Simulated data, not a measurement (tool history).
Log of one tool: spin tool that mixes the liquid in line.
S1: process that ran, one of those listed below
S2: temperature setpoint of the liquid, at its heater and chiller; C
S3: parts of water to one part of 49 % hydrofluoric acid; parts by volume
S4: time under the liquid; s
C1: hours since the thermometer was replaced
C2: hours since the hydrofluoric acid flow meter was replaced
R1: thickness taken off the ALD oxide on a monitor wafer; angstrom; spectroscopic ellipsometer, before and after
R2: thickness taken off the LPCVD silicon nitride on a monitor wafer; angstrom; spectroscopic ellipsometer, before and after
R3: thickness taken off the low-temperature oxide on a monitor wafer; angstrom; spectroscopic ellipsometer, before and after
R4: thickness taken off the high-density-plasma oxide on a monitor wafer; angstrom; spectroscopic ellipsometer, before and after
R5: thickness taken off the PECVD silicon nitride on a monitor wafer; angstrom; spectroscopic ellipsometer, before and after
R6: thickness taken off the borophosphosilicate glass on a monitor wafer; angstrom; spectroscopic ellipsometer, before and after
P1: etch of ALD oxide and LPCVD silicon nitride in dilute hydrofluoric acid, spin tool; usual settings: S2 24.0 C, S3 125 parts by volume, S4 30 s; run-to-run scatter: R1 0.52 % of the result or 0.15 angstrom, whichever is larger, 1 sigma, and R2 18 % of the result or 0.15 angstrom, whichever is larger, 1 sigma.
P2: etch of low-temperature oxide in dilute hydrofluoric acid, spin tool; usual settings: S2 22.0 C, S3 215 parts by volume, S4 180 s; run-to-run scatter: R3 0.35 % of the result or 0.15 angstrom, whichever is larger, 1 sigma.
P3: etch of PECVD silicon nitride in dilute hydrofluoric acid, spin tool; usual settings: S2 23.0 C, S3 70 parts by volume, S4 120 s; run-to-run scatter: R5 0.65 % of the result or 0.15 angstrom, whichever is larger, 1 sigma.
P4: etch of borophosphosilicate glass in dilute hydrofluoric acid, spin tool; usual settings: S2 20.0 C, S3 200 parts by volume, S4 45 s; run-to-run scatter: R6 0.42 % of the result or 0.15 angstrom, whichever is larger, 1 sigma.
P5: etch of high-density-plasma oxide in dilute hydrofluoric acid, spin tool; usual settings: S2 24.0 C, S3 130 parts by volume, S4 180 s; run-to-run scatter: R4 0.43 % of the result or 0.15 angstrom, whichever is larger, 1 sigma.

Run 1, hour 8.6: S1 P1, S2 24.0 C, S3 125 parts by volume, S4 30 s; C1 1563.9; C2 388.0. Result: R1 72.728 angstrom, R2 0.79852 angstrom.
Run 2, hour 16.5: S1 P1, S2 24.0 C, S3 125 parts by volume, S4 30 s; C1 1571.8; C2 395.9. Result: R1 72.363 angstrom, R2 0.73616 angstrom.
Run 3, hour 29.3: S1 P1, S2 24.0 C, S3 125 parts by volume, S4 30 s; C1 1584.6; C2 408.7. Result: R1 72.368 angstrom, R2 1.12640 angstrom.
Run 4, hour 44.8: S1 P2, S2 22.0 C, S3 325 parts by volume, S4 180 s; C1 1600.1; C2 424.2. Result: R3 41.6870 angstrom.
Run 5, hour 55.2: S1 P5, S2 24.0 C, S3 130 parts by volume, S4 180 s; C1 1610.5; C2 434.6. Result: R4 84.607 angstrom.
Run 6, hour 67.8: S1 P3, S2 23.0 C, S3 70 parts by volume, S4 120 s; C1 1623.1; C2 447.2. Result: R5 47.465 angstrom.
Run 7, hour 75.9: S1 P2, S2 22.0 C, S3 215 parts by volume, S4 180 s; C1 1631.2; C2 455.3. Result: R3 69.4670 angstrom.
Run 8, hour 86.0: S1 P1, S2 24.0 C, S3 125 parts by volume, S4 30 s; C1 1641.3; C2 465.4. Result: R1 72.505 angstrom, R2 1.00760 angstrom.
Run 9, hour 97.7: S1 P1, S2 24.0 C, S3 125 parts by volume, S4 60 s; C1 1653.0; C2 477.1. Result: R1 145.600 angstrom, R2 2.09200 angstrom.
Run 10, hour 106.2: S1 P1, S2 24.0 C, S3 35 parts by volume, S4 30 s; C1 1661.5; C2 485.6. Result: R1 287.630 angstrom, R2 4.14610 angstrom.
Run 11, hour 115.8: S1 P4, S2 20.0 C, S3 110 parts by volume, S4 45 s; C1 1671.1; C2 495.2. Result: R6 293.23 angstrom.
Run 12, hour 129.9: S1 P1, S2 31.5 C, S3 185 parts by volume, S4 30 s; C1 1685.2; C2 509.3. Result: R1 59.977 angstrom, R2 2.05080 angstrom.
Run 13, hour 144.6: S1 P1, S2 24.0 C, S3 125 parts by volume, S4 30 s; C1 1699.9; C2 524.0. Result: R1 72.933 angstrom, R2 0.97771 angstrom.
Run 14, hour 152.0: S1 P4, S2 20.0 C, S3 200 parts by volume, S4 80 s; C1 1707.3; C2 531.4. Result: R6 257.83 angstrom.
Run 15, hour 167.9: S1 P1, S2 31.0 C, S3 175 parts by volume, S4 30 s; C1 1723.2; C2 547.3. Result: R1 63.095 angstrom, R2 1.12910 angstrom.
Run 16, hour 179.7: S1 P4, S2 17.0 C, S3 200 parts by volume, S4 45 s; C1 1735.0; C2 559.1. Result: R6 131.07 angstrom.
Run 17, hour 189.3: S1 P2, S2 17.0 C, S3 215 parts by volume, S4 180 s; C1 1744.6; C2 568.7. Result: R3 57.5040 angstrom.
Run 18, hour 199.6: S1 P5, S2 29.5 C, S3 130 parts by volume, S4 180 s; C1 1754.9; C2 579.0. Result: R4 102.610 angstrom.
Run 19, hour 208.9: S1 P3, S2 23.0 C, S3 125 parts by volume, S4 120 s; C1 1764.2; C2 588.3. Result: R5 27.252 angstrom.
Run 20, hour 224.6: S1 P3, S2 23.0 C, S3 70 parts by volume, S4 235 s; C1 1779.9; C2 604.0. Result: R5 94.560 angstrom.
Run 21, hour 232.3: S1 P3, S2 23.0 C, S3 70 parts by volume, S4 120 s; C1 1787.6; C2 611.7. Result: R5 48.103 angstrom.
Run 22, hour 248.8: S1 P1, S2 17.0 C, S3 125 parts by volume, S4 30 s; C1 1804.1; C2 628.2. Result: R1 54.836 angstrom, R2 0.59811 angstrom.
Run 23, hour 258.0: S1 P1, S2 24.0 C, S3 125 parts by volume, S4 30 s; C1 1813.3; C2 637.4. Result: R1 72.292 angstrom, R2 1.25940 angstrom.
Run 24, hour 266.0: S1 P3, S2 17.0 C, S3 70 parts by volume, S4 120 s; C1 1821.3; C2 645.4. Result: R5 31.673 angstrom.
Run 25, hour 282.4: S1 P1, S2 24.0 C, S3 125 parts by volume, S4 15 s; C1 1837.7; C2 661.8. Result: R1 36.281 angstrom, R2 0.79772 angstrom.
Run 26, hour 295.8: S1 P1, S2 24.0 C, S3 45 parts by volume, S4 55 s; C1 1851.1; C2 675.2. Result: R1 407.400 angstrom, R2 7.16370 angstrom.
Run 27, hour 309.9: S1 P4, S2 20.0 C, S3 200 parts by volume, S4 45 s; C1 1865.2; C2 689.3. Result: R6 146.83 angstrom.
Run 28, hour 325.3: S1 P1, S2 28.5 C, S3 125 parts by volume, S4 30 s; C1 1880.6; C2 704.7. Result: R1 86.237 angstrom, R2 1.12200 angstrom.
Run 29, hour 339.7: S1 P5, S2 24.0 C, S3 185 parts by volume, S4 180 s; C1 1895.0; C2 719.1. Result: R4 55.840 angstrom.
Run 30, hour 355.4: S1 P1, S2 24.0 C, S3 170 parts by volume, S4 30 s; C1 1910.7; C2 734.8. Result: R1 50.356 angstrom, R2 0.60796 angstrom.
Run 31, hour 365.8: S1 P2, S2 22.0 C, S3 215 parts by volume, S4 25 s; C1 1921.1; C2 745.2. Result: R3 9.7264 angstrom.
Run 32, hour 380.1: S1 P5, S2 24.0 C, S3 130 parts by volume, S4 45 s; C1 1935.4; C2 759.5. Result: R4 21.301 angstrom.
Run 33, hour 392.8: S1 P1, S2 24.0 C, S3 125 parts by volume, S4 30 s; C1 1948.1; C2 772.2. Result: R1 72.651 angstrom, R2 1.34800 angstrom.
Run 34, hour 403.8: S1 P1, S2 24.0 C, S3 125 parts by volume, S4 30 s; C1 1959.1; C2 783.2. Result: R1 73.553 angstrom, R2 1.55740 angstrom.
Run 35, hour 420.4: S1 P1, S2 24.0 C, S3 125 parts by volume, S4 30 s; C1 1975.7; C2 799.8. Result: R1 74.664 angstrom, R2 1.33300 angstrom.
Run 36, hour 435.3: S1 P1, S2 24.0 C, S3 125 parts by volume, S4 30 s; C1 1990.6; C2 814.7. Result: R1 76.758 angstrom, R2 1.23030 angstrom.
Run 37, hour 448.2: S1 P1, S2 24.0 C, S3 125 parts by volume, S4 30 s; C1 2003.5; C2 827.6. Result: R1 77.152 angstrom, R2 0.99372 angstrom.
Run 38, hour 460.7: S1 P1, S2 24.0 C, S3 125 parts by volume, S4 30 s; C1 2016.0; C2 840.1. Result: R1 77.670 angstrom, R2 1.06370 angstrom.
Run 39, hour 475.3: S1 P1, S2 24.0 C, S3 125 parts by volume, S4 30 s; C1 2030.6; C2 854.7. Result: R1 77.414 angstrom, R2 1.64800 angstrom.
Run 40, hour 484.5: S1 P1, S2 24.0 C, S3 125 parts by volume, S4 30 s; C1 2039.8; C2 863.9. Result: R1 77.456 angstrom, R2 1.18720 angstrom.
Run 41, hour 492.3: S1 P1, S2 24.0 C, S3 125 parts by volume, S4 30 s; C1 2047.6; C2 871.7. Result: R1 77.097 angstrom, R2 1.35130 angstrom.
Run 42, hour 499.7: S1 P1, S2 24.0 C, S3 125 parts by volume, S4 30 s; C1 2055.0; C2 879.1. Result: R1 78.252 angstrom, R2 0.94284 angstrom.
Run 43, hour 516.1: S1 P1, S2 24.0 C, S3 125 parts by volume, S4 30 s; C1 2071.4; C2 895.5. Result: R1 78.174 angstrom, R2 1.95800 angstrom.
Run 44, hour 524.3: S1 P1, S2 24.0 C, S3 125 parts by volume, S4 30 s; C1 2079.6; C2 903.7. Result: R1 77.759 angstrom, R2 1.82580 angstrom.

What P1 gives has crept away from where it was. These 2 causes fit the log equally well, each at the size given:
A: hydrofluoric acid flow above the setpoint (%) = 6.43
B: liquid hotter than its thermometer reads (K) = 1.86
The creep began at about hour 392.8.

4 check runs are offered, one wafer each, their results left as question marks. Which one tells the causes apart?
Run check 1, hour 532.5: S1 P4, S2 17.0 C, S3 200 parts by volume, S4 75 s. Result: R6 ?.
Run check 2, hour 532.5: S1 P3, S2 23.0 C, S3 105 parts by volume, S4 230 s. Result: R5 ?.
Run check 3, hour 532.5: S1 P5, S2 24.0 C, S3 170 parts by volume, S4 180 s. Result: R4 ?.
Run check 4, hour 532.5: S1 P2, S2 17.0 C, S3 215 parts by volume, S4 180 s. Result: R3 ?.

What each check would give under each cause:
  check  result     if A     if B
check 1      R6   233.49   233.49
check 2      R5   65.576   69.706
check 3      R4   66.173   65.884
check 4      R3  61.9680  61.8900
How far apart the two closest causes lie, in the result that separates them most: check 1 0 %; check 2 6.11 %; check 3 0.44 %; check 4 0.13 %
Check 2 tells the causes apart: in the others they would give nearly the same result.

Check 2 was then run and gave: R5 65.641 angstrom. Which cause is it?

It is A: hydrofluoric acid flow above the setpoint (%).

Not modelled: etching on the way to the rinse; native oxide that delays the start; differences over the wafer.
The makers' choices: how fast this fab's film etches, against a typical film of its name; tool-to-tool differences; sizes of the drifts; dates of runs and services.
